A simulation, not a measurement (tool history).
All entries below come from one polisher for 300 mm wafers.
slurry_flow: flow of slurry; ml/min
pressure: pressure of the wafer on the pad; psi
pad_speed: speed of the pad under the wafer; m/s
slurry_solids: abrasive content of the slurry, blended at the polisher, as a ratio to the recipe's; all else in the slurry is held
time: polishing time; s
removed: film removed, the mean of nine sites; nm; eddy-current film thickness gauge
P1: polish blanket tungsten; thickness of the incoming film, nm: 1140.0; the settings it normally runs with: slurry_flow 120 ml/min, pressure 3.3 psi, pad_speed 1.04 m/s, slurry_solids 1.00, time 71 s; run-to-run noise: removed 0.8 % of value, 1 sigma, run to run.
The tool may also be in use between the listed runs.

| run | hour | slurry_flow | pressure | pad_speed | slurry_solids | time | wafers polished on this pad | hours since the slurry nozzle was cleaned | hours since the head pressure was calibrated | hours since the slurry blender was calibrated | hours since the slurry got fresh peroxide | removed |
|---|---|---|---|---|---|---|---|---|---|---|---|---|
| 1 | 6.0 | 120 | 3.3 | 1.04 | 1.00 | 71 | 735 | 507.3 | 432.2 | 36.4 | 69.3 | 274.56 |
| 2 | 12.6 | 120 | 3.3 | 1.04 | 1.40 | 106 | 804 | 513.9 | 438.8 | 43.0 | 75.9 | 436.24 |
| 3 | 19.7 | 120 | 3.3 | 1.62 | 1.00 | 71 | 877 | 521.0 | 445.9 | 50.1 | 83.0 | 426.31 |
| 4 | 24.7 | 120 | 3.3 | 0.48 | 1.00 | 71 | 929 | 526.0 | 450.9 | 55.1 | 88.0 | 124.47 |
| 5 | 28.7 | 70 | 3.3 | 1.04 | 1.00 | 71 | 970 | 530.0 | 454.9 | 59.1 | 92.0 | 236.90 |
| 6 | 35.8 | 120 | 3.3 | 1.04 | 0.50 | 71 | 1044 | 537.1 | 462.0 | 66.2 | 99.1 | 235.40 |
| 7 | 42.2 | 120 | 3.3 | 1.04 | 1.00 | 71 | 1110 | 543.5 | 468.4 | 72.6 | 105.5 | 273.01 |
| 8 | 45.4 | 120 | 4.7 | 1.04 | 1.00 | 71 | 1143 | 546.7 | 471.6 | 75.8 | 108.7 | 387.71 |
| 9 | 49.8 | 120 | 3.3 | 1.04 | 1.45 | 71 | 1189 | 551.1 | 476.0 | 80.2 | 113.1 | 294.04 |
| 10 | 55.8 | 175 | 3.3 | 1.04 | 1.00 | 71 | 1251 | 557.1 | 482.0 | 86.2 | 119.1 | 291.90 |
| 11 | 61.8 | 120 | 3.3 | 1.04 | 1.00 | 71 | 1313 | 563.1 | 488.0 | 92.2 | 125.1 | 267.83 |
| 12 | 68.7 | 120 | 3.3 | 1.04 | 1.00 | 71 | 1385 | 570.0 | 494.9 | 99.1 | 132.0 | 274.62 |
| 13 | 75.0 | 120 | 3.3 | 1.04 | 1.00 | 71 | 1450 | 576.3 | 501.2 | 105.4 | 138.3 | 271.69 |
| 14 | 79.9 | 145 | 5.1 | 1.04 | 1.00 | 71 | 1501 | 581.2 | 506.1 | 110.3 | 143.2 | 437.29 |
| 15 | 84.8 | 120 | 3.3 | 1.04 | 1.00 | 71 | 1552 | 586.1 | 511.0 | 115.2 | 148.1 | 269.56 |
| 16 | 89.2 | 120 | 1.5 | 1.04 | 1.00 | 71 | 1597 | 590.5 | 515.4 | 119.6 | 152.5 | 126.29 |
| 17 | 93.8 | 90 | 3.3 | 1.04 | 1.00 | 92 | 1645 | 595.1 | 520.0 | 124.2 | 157.1 | 323.70 |
| 18 | 98.6 | 120 | 3.3 | 1.04 | 1.00 | 108 | 1695 | 599.9 | 524.8 | 129.0 | 161.9 | 420.13 |
| 19 | 104.5 | 120 | 3.3 | 1.04 | 1.00 | 71 | 1756 | 605.8 | 530.7 | 134.9 | 167.8 | 270.88 |
| 20 | 110.3 | 120 | 3.3 | 1.04 | 1.00 | 33 | 1816 | 611.6 | 536.5 | 140.7 | 173.6 | 125.85 |
| 21 | 116.4 | 120 | 3.3 | 1.04 | 1.00 | 71 | 1879 | 617.7 | 542.6 | 146.8 | 179.7 | 273.17 |
| 22 | 120.8 | 120 | 3.3 | 1.04 | 1.00 | 71 | 1925 | 622.1 | 547.0 | 151.2 | 184.1 | 261.95 |
| 23 | 127.5 | 120 | 3.3 | 1.04 | 1.00 | 71 | 1994 | 628.8 | 553.7 | 157.9 | 190.8 | 256.22 |
| 24 | 132.2 | 120 | 3.3 | 1.04 | 1.00 | 71 | 2043 | 633.5 | 558.4 | 162.6 | 195.5 | 248.18 |
| 25 | 138.9 | 120 | 3.3 | 1.04 | 1.00 | 71 | 2112 | 640.2 | 565.1 | 169.3 | 202.2 | 244.35 |
| 26 | 142.0 | 120 | 3.3 | 1.04 | 1.00 | 71 | 2144 | 643.3 | 568.2 | 172.4 | 205.3 | 245.24 |
|  | 142.8 | slurry tank refilled with fresh slurry and peroxide |
|  | 145.7 | worn pad replaced by a new one |
| 27 | 145.8 | 120 | 3.3 | 1.04 | 1.00 | 71 | 1 | 647.1 | 572.0 | 176.2 | 3.1 | 247.67 |
|  | 150.5 | slurry blender recalibrated |
| 28 | 152.9 | 120 | 3.3 | 1.04 | 1.00 | 71 | 75 | 654.2 | 579.1 | 2.4 | 10.2 | 242.42 |
| 29 | 156.2 | 120 | 3.3 | 1.04 | 1.00 | 71 | 109 | 657.5 | 582.4 | 5.7 | 13.5 | 243.25 |
| 30 | 162.3 | 120 | 3.3 | 1.04 | 1.00 | 71 | 172 | 663.6 | 588.5 | 11.8 | 19.6 | 241.08 |

P1 no longer gives what it gave before; its output has crept away from where it was. The following 2 causes, each at its listed size, fit the log equally well:
A: head's pressure below its setpoint, % = 10.8
B: slurry flow missing at the pad, % = 35.8
The creep began at about hour 116.4.
Each remaining cause and why it is not a fit:
removal rate lost through wear of the pad, %: serviced at hour 145.7, after the drift had started, without restoring the earlier output
abrasive missing from the slurry, %: serviced at hour 150.5, after the drift had started, without restoring the earlier output
peroxide lost from the slurry, %: serviced at hour 142.8, after the drift had started, without restoring the earlier output

Of the 4 check runs below, each run on 5 wafers with the results averaged and each result still a question mark, which one would tell the listed causes apart?
| check 1 | 168.4 | 120 | 4.0 | 1.04 | 1.00 | 71 |  |  |  |  |  | ? |
| check 2 | 168.4 | 160 | 3.3 | 1.60 | 1.00 | 71 |  |  |  |  |  | ? |
| check 3 | 168.4 | 120 | 3.3 | 1.54 | 0.75 | 71 |  |  |  |  |  | ? |
| check 4 | 168.4 | 120 | 3.3 | 0.50 | 1.35 | 71 |  |  |  |  |  | ? |

What every check run would give for each of its results, assuming each possible cause in turn:
| check | result | if A | if B |
|---|---|---|---|
| check 1 | removed | 294.48 | 294.36 |
| check 2 | removed | 394.29 | 404.50 |
| check 3 | removed | 336.40 | 336.28 |
| check 4 | removed | 125.52 | 125.47 |
Separation of the two closest causes in each check, using whichever result separates them best: check 1 0.04 %; check 2 2.56 %; check 3 0.04 %; check 4 0.04 %
Check 2 tells the causes apart: in the others they would give nearly the same result.

The results of check 2 are: removed 393.96 nm. Based on these, which of the listed causes is it?

Of the candidate causes, it is A: head's pressure below its setpoint, %.
